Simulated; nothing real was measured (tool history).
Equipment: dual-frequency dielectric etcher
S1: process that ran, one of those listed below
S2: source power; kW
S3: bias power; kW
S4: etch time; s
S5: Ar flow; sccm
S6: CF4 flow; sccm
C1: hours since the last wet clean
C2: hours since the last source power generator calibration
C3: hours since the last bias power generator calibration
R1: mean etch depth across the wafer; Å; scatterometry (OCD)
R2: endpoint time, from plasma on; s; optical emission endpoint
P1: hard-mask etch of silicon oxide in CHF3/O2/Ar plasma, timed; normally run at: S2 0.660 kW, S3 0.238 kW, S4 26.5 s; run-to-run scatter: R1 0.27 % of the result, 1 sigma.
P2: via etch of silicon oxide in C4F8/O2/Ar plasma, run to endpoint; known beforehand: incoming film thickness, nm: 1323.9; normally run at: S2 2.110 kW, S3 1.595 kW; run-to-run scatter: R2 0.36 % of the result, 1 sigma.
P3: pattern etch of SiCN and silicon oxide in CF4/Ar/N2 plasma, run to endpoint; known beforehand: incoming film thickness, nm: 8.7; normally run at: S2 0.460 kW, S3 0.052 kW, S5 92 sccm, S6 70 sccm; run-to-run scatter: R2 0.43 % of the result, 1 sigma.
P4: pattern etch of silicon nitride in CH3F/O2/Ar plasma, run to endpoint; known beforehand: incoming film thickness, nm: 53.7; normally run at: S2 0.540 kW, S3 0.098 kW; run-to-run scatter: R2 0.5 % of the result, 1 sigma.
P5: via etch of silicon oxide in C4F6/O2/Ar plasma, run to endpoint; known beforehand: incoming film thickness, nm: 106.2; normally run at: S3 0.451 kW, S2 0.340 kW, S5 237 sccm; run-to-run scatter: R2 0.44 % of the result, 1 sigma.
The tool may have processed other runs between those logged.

{"run": 1, "hour": 5.9, "S1": "P1", "S2": 0.66, "S3": 0.238, "S4": 26.5, "C1": 336.2, "C2": 2036.9, "C3": 1930.5, "R1": 609.45}
{"run": 2, "hour": 10.1, "S1": "P1", "S2": 0.47, "S3": 0.238, "S4": 26.5, "C1": 340.4, "C2": 2041.1, "C3": 1934.7, "R1": 533.6}
{"run": 3, "hour": 17.2, "S1": "P3", "S2": 0.46, "S3": 0.068, "S5": 92, "S6": 70, "C1": 347.5, "C2": 2048.2, "C3": 1941.8, "R2": 10.02}
{"run": 4, "hour": 25.6, "S1": "P3", "S2": 0.26, "S3": 0.052, "S5": 92, "S6": 70, "C1": 355.9, "C2": 2056.6, "C3": 1950.2, "R2": 18.052}
{"run": 5, "hour": 31.6, "S1": "P3", "S2": 0.46, "S3": 0.052, "S5": 92, "S6": 70, "C1": 361.9, "C2": 2062.6, "C3": 1956.2, "R2": 10.896}
{"run": 6, "hour": 35.9, "S1": "P5", "S2": 0.34, "S3": 0.451, "S5": 333, "C1": 366.2, "C2": 2066.9, "C3": 1960.5, "R2": 26.228}
{"run": 7, "hour": 42.1, "S1": "P2", "S2": 2.11, "S3": 1.595, "C1": 372.4, "C2": 2073.1, "C3": 1966.7, "R2": 278.14}
{"run": 8, "hour": 46.4, "S1": "P1", "S2": 0.87, "S3": 0.3, "S4": 26.5, "C1": 376.7, "C2": 2077.4, "C3": 1971.0, "R1": 732.21}
{"run": 9, "hour": 53.6, "S1": "P1", "S2": 0.89, "S3": 0.238, "S4": 26.5, "C1": 383.9, "C2": 2084.6, "C3": 1978.2, "R1": 681.25}
{"run": 10, "hour": 59.6, "S1": "P5", "S2": 0.25, "S3": 0.451, "S5": 237, "C1": 389.9, "C2": 2090.6, "C3": 1984.2, "R2": 28.106}
{"run": 11, "hour": 67.2, "S1": "P1", "S2": 0.66, "S3": 0.238, "S4": 26.5, "C1": 397.5, "C2": 2098.2, "C3": 1991.8, "R1": 610.09}
{"run": 12, "hour": 75.7, "S1": "P4", "S2": 0.54, "S3": 0.059, "C1": 406.0, "C2": 2106.7, "C3": 2000.3, "R2": 73.257}
{"run": 13, "hour": 80.9, "S1": "P5", "S2": 0.34, "S3": 0.267, "S5": 237, "C1": 411.2, "C2": 2111.9, "C3": 2005.5, "R2": 30.398}
{"run": 14, "hour": 85.9, "S1": "P1", "S2": 0.66, "S3": 0.238, "S4": 26.5, "C1": 416.2, "C2": 2116.9, "C3": 2010.5, "R1": 607.15}
{"run": 15, "hour": 91.8, "S1": "P1", "S2": 0.66, "S3": 0.172, "S4": 26.5, "C1": 422.1, "C2": 2122.8, "C3": 2016.4, "R1": 542.25}
{"run": 16, "hour": 96.1, "S1": "P4", "S2": 0.39, "S3": 0.098, "C1": 426.4, "C2": 2127.1, "C3": 2020.7, "R2": 69.626}
{"run": 17, "hour": 100.1, "S1": "P1", "S2": 0.66, "S3": 0.238, "S4": 26.5, "C1": 430.4, "C2": 2131.1, "C3": 2024.7, "R1": 607.42}
{"run": 18, "hour": 106.9, "S1": "P3", "S2": 0.46, "S3": 0.052, "S5": 125, "S6": 70, "C1": 437.2, "C2": 2137.9, "C3": 2031.5, "R2": 11.5}
{"run": 19, "hour": 110.6, "S1": "P1", "S2": 0.66, "S3": 0.238, "S4": 18.0, "C1": 440.9, "C2": 2141.6, "C3": 2035.2, "R1": 413.29}
{"run": 20, "hour": 114.9, "S1": "P1", "S2": 0.66, "S3": 0.283, "S4": 19.5, "C1": 445.2, "C2": 2145.9, "C3": 2039.5, "R1": 473.86}
{"run": 21, "hour": 123.3, "S1": "P4", "S2": 0.54, "S3": 0.098, "C1": 453.6, "C2": 2154.3, "C3": 2047.9, "R2": 61.819}
{"run": 22, "hour": 129.6, "S1": "P1", "S2": 0.66, "S3": 0.311, "S4": 26.5, "C1": 459.9, "C2": 2160.6, "C3": 2054.2, "R1": 669.2}
{"run": 23, "hour": 135.4, "S1": "P1", "S2": 0.66, "S3": 0.238, "S4": 26.5, "C1": 465.7, "C2": 2166.4, "C3": 2060.0, "R1": 607.14}
{"run": 24, "hour": 141.9, "S1": "P3", "S2": 0.46, "S3": 0.052, "S5": 92, "S6": 90, "C1": 472.2, "C2": 2172.9, "C3": 2066.5, "R2": 10.466}
{"run": 25, "hour": 150.0, "S1": "P2", "S2": 2.11, "S3": 1.906, "C1": 480.3, "C2": 2181.0, "C3": 2074.6, "R2": 265.12}
{"run": 26, "hour": 157.9, "S1": "P5", "S2": 0.34, "S3": 0.451, "S5": 237, "C1": 488.2, "C2": 2188.9, "C3": 2082.5, "R2": 25.246}
{"run": 27, "hour": 165.9, "S1": "P1", "S2": 0.66, "S3": 0.238, "S4": 38.5, "C1": 496.2, "C2": 2196.9, "C3": 2090.5, "R1": 882.82}
{"run": 28, "hour": 174.1, "S1": "P5", "S2": 0.34, "S3": 0.451, "S5": 237, "C1": 504.4, "C2": 2205.1, "C3": 2098.7, "R2": 25.259}
{"run": 29, "hour": 182.5, "S1": "P2", "S2": 2.95, "S3": 1.595, "C1": 512.8, "C2": 2213.5, "C3": 2107.1, "R2": 243.46}
{"run": 30, "hour": 186.8, "S1": "P4", "S2": 0.54, "S3": 0.098, "C1": 517.1, "C2": 2217.8, "C3": 2111.4, "R2": 61.058}
{"run": 31, "hour": 195.3, "S1": "P1", "S2": 0.66, "S3": 0.238, "S4": 26.5, "C1": 525.6, "C2": 2226.3, "C3": 2119.9, "R1": 610.86}
{"run": 32, "hour": 200.1, "S1": "P1", "S2": 0.66, "S3": 0.238, "S4": 26.5, "C1": 530.4, "C2": 2231.1, "C3": 2124.7, "R1": 608.59}
{"run": 33, "hour": 204.6, "S1": "P1", "S2": 0.66, "S3": 0.238, "S4": 26.5, "C1": 534.9, "C2": 2235.6, "C3": 2129.2, "R1": 605.66}
{"run": 34, "hour": 211.5, "S1": "P1", "S2": 0.66, "S3": 0.238, "S4": 26.5, "C1": 541.8, "C2": 2242.5, "C3": 2136.1, "R1": 601.45}
{"run": 35, "hour": 215.8, "S1": "P1", "S2": 0.66, "S3": 0.238, "S4": 26.5, "C1": 546.1, "C2": 2246.8, "C3": 2140.4, "R1": 600.49}
{"hour": 216.3, "done": "wet clean of the chamber"}
{"run": 36, "hour": 223.6, "S1": "P1", "S2": 0.66, "S3": 0.238, "S4": 26.5, "C1": 7.4, "C2": 2254.6, "C3": 2148.2, "R1": 602.43}

What will run 37 give?
{"run": 37, "hour": 229.3, "S1": "P1", "S2": 0.66, "S3": 0.238, "S4": 26.5, "C1": 13.1, "C2": 2260.3, "C3": 2153.9, "R1": "?"}

R1: 601.09 Å
